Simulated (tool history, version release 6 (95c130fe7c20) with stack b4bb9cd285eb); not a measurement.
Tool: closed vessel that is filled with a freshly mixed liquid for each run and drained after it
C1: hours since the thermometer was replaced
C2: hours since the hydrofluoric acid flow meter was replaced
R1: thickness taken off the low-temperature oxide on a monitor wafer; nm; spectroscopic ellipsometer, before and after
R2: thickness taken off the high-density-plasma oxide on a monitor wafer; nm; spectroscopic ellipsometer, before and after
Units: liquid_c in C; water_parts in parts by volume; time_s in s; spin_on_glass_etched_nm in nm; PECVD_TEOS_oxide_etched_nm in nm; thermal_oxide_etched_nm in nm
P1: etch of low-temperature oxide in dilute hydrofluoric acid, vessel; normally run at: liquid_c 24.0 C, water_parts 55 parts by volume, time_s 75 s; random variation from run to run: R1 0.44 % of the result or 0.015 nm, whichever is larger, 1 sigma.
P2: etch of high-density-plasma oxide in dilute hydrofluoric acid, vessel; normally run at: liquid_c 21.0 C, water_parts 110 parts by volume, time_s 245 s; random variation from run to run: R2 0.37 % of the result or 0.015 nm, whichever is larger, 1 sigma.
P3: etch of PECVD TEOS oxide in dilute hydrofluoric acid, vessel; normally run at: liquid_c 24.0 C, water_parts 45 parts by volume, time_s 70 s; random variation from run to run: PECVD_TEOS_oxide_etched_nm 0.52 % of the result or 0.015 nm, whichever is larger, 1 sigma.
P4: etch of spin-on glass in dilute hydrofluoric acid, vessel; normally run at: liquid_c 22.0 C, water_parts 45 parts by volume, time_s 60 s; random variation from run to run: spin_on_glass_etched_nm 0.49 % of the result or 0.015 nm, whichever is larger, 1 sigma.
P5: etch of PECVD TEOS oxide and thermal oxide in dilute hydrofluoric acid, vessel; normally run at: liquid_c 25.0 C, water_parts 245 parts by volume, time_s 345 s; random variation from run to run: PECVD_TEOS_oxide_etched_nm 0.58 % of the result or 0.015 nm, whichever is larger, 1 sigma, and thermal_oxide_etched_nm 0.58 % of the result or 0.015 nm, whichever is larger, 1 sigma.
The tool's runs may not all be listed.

run 1 hour=11.0 | process=P1 liquid_c=24.0 water_parts=55 time_s=75 | C1=1257.8 C2=621.9 | R1=19.5750
run 2 hour=21.0 | process=P2 liquid_c=21.0 water_parts=110 time_s=410 | C1=1267.8 C2=631.9 | R2=33.028
run 3 hour=27.2 | process=P1 liquid_c=27.5 water_parts=95 time_s=75 | C1=1274.0 C2=638.1 | R1=12.3040
run 4 hour=35.5 | process=P4 liquid_c=22.0 water_parts=45 time_s=60 | C1=1282.3 C2=646.4 | spin_on_glass_etched_nm=50.971
run 5 hour=41.2 | process=P4 liquid_c=22.0 water_parts=20 time_s=60 | C1=1288.0 C2=652.1 | spin_on_glass_etched_nm=119.240
run 6 hour=51.6 | process=P1 liquid_c=24.0 water_parts=55 time_s=75 | C1=1298.4 C2=662.5 | R1=19.5030
run 7 hour=62.9 | process=P2 liquid_c=17.0 water_parts=110 time_s=245 | C1=1309.7 C2=673.8 | R2=16.637
run 8 hour=73.0 | process=P1 liquid_c=32.5 water_parts=55 time_s=75 | C1=1319.8 C2=683.9 | R1=27.4970
run 9 hour=82.2 | process=P3 liquid_c=28.0 water_parts=45 time_s=70 | C1=1329.0 C2=693.1 | PECVD_TEOS_oxide_etched_nm=28.1250
run 10 hour=88.5 | process=P1 liquid_c=31.0 water_parts=105 time_s=75 | C1=1335.3 C2=699.4 | R1=12.5150
run 11 hour=97.3 | process=P1 liquid_c=24.0 water_parts=55 time_s=75 | C1=1344.1 C2=708.2 | R1=19.5360
run 12 hour=106.3 | process=P3 liquid_c=24.0 water_parts=20 time_s=70 | C1=1353.1 C2=717.2 | PECVD_TEOS_oxide_etched_nm=55.8390
run 13 hour=117.4 | process=P5 liquid_c=25.0 water_parts=245 time_s=345 | C1=1364.2 C2=728.3 | PECVD_TEOS_oxide_etched_nm=21.4570 thermal_oxide_etched_nm=5.3893
run 14 hour=127.0 | process=P3 liquid_c=24.0 water_parts=45 time_s=70 | C1=1373.8 C2=737.9 | PECVD_TEOS_oxide_etched_nm=24.0410
run 15 hour=134.3 | process=P1 liquid_c=24.0 water_parts=55 time_s=30 | C1=1381.1 C2=745.2 | R1=7.7903
run 16 hour=145.9 | process=P1 liquid_c=24.0 water_parts=90 time_s=75 | C1=1392.7 C2=756.8 | R1=11.4840
run 17 hour=157.2 | process=P5 liquid_c=25.0 water_parts=245 time_s=345 | C1=1404.0 C2=768.1 | PECVD_TEOS_oxide_etched_nm=21.2030 thermal_oxide_etched_nm=5.4167
run 18 hour=164.9 | process=P1 liquid_c=24.0 water_parts=55 time_s=75 | C1=1411.7 C2=775.8 | R1=19.6110
run 19 hour=175.8 | process=P3 liquid_c=24.0 water_parts=45 time_s=70 | C1=1422.6 C2=786.7 | PECVD_TEOS_oxide_etched_nm=24.0030
run 20 hour=186.2 | process=P5 liquid_c=18.5 water_parts=245 time_s=345 | C1=1433.0 C2=797.1 | PECVD_TEOS_oxide_etched_nm=16.9000 thermal_oxide_etched_nm=4.2368
run 21 hour=194.5 | process=P2 liquid_c=21.0 water_parts=190 time_s=245 | C1=1441.3 C2=805.4 | R2=10.523
run 22 hour=205.6 | process=P4 liquid_c=30.5 water_parts=45 time_s=60 | C1=1452.4 C2=816.5 | spin_on_glass_etched_nm=71.615
run 23 hour=216.4 | process=P1 liquid_c=17.0 water_parts=55 time_s=75 | C1=1463.2 C2=827.3 | R1=14.6150
run 24 hour=222.8 | process=P4 liquid_c=22.0 water_parts=45 time_s=105 | C1=1469.6 C2=833.7 | spin_on_glass_etched_nm=88.315
run 25 hour=233.7 | process=P2 liquid_c=21.0 water_parts=110 time_s=245 | C1=1480.5 C2=844.6 | R2=19.649
run 26 hour=244.8 | process=P1 liquid_c=24.0 water_parts=55 time_s=140 | C1=1491.6 C2=855.7 | R1=36.2870
run 27 hour=253.6 | process=P1 liquid_c=24.0 water_parts=20 time_s=75 | C1=1500.4 C2=864.5 | R1=56.0640
run 28 hour=264.0 | process=P5 liquid_c=25.0 water_parts=245 time_s=95 | C1=1510.8 C2=874.9 | PECVD_TEOS_oxide_etched_nm=5.8875 thermal_oxide_etched_nm=1.4860
run 29 hour=271.5 | process=P1 liquid_c=24.0 water_parts=55 time_s=75 | C1=1518.3 C2=882.4 | R1=19.4480
run 30 hour=282.8 | process=P5 liquid_c=25.0 water_parts=445 time_s=345 | C1=1529.6 C2=893.7 | PECVD_TEOS_oxide_etched_nm=9.7498 thermal_oxide_etched_nm=2.4547
run 31 hour=289.1 | process=P2 liquid_c=21.0 water_parts=110 time_s=245 | C1=1535.9 C2=900.0 | R2=19.586
run 32 hour=297.2 | process=P3 liquid_c=24.0 water_parts=45 time_s=30 | C1=1544.0 C2=908.1 | PECVD_TEOS_oxide_etched_nm=10.3230
run 33 hour=305.4 | process=P1 liquid_c=24.0 water_parts=25 time_s=30 | C1=1552.2 C2=916.3 | R1=17.8590
run 34 hour=313.3 | process=P1 liquid_c=24.0 water_parts=55 time_s=75 | C1=1560.1 C2=924.2 | R1=19.6750
run 35 hour=321.2 | process=P1 liquid_c=24.0 water_parts=55 time_s=75 | C1=1568.0 C2=932.1 | R1=20.3920
run 36 hour=331.1 | process=P1 liquid_c=24.0 water_parts=55 time_s=75 | C1=1577.9 C2=942.0 | R1=20.6500
run 37 hour=339.8 | process=P1 liquid_c=24.0 water_parts=55 time_s=75 | C1=1586.6 C2=950.7 | R1=21.0080
run 38 hour=350.7 | process=P1 liquid_c=24.0 water_parts=55 time_s=75 | C1=1597.5 C2=961.6 | R1=21.0560
run 39 hour=359.3 | process=P1 liquid_c=24.0 water_parts=55 time_s=75 | C1=1606.1 C2=970.2 | R1=21.1410
run 40 hour=369.9 | process=P1 liquid_c=24.0 water_parts=55 time_s=75 | C1=1616.7 C2=980.8 | R1=21.1900

What P1 gives has crept away from where it was. These 2 causes fit the log equally well, each at the size given:
A: hydrofluoric acid flow above the setpoint (%) = 8
B: liquid hotter than its thermometer reads (K) = 2.03
The creep began at about hour 313.3.

4 check runs are offered, each on 2 wafers whose results are averaged, their results left as question marks. Which one tells the causes apart?
run check 1 hour=380.5 | process=P2 liquid_c=17.0 water_parts=110 time_s=245 | R2=?
run check 2 hour=380.5 | process=P3 liquid_c=24.0 water_parts=20 time_s=35 | PECVD_TEOS_oxide_etched_nm=?
run check 3 hour=380.5 | process=P4 liquid_c=30.0 water_parts=25 time_s=60 | spin_on_glass_etched_nm=?
run check 4 hour=380.5 | process=P5 liquid_c=25.0 water_parts=415 time_s=210 | PECVD_TEOS_oxide_etched_nm=? thermal_oxide_etched_nm=?

What each check would give under each cause:
check=check_1 result=R2 if_A=18.206 if_B=18.188
check=check_2 result=PECVD_TEOS_oxide_etched_nm if_A=30.1540 if_B=30.3410
check=check_3 result=spin_on_glass_etched_nm if_A=141.570 if_B=141.740
check=check_4 result=PECVD_TEOS_oxide_etched_nm if_A=7.2355 if_B=6.9470
check=check_4 result=thermal_oxide_etched_nm if_A=1.8308 if_B=1.7578
How far apart the two closest causes lie, in the result that separates them most: check 1 0.1 %; check 2 0.62 %; check 3 0.12 %; check 4 4.07 %
Only check 4 tells the causes apart: in the others they would give nearly the same result.

Then check 4 was run and gave: PECVD_TEOS_oxide_etched_nm 6.9821 nm; thermal_oxide_etched_nm 1.7611 nm. Which cause is it?

It is B: liquid hotter than its thermometer reads (K).
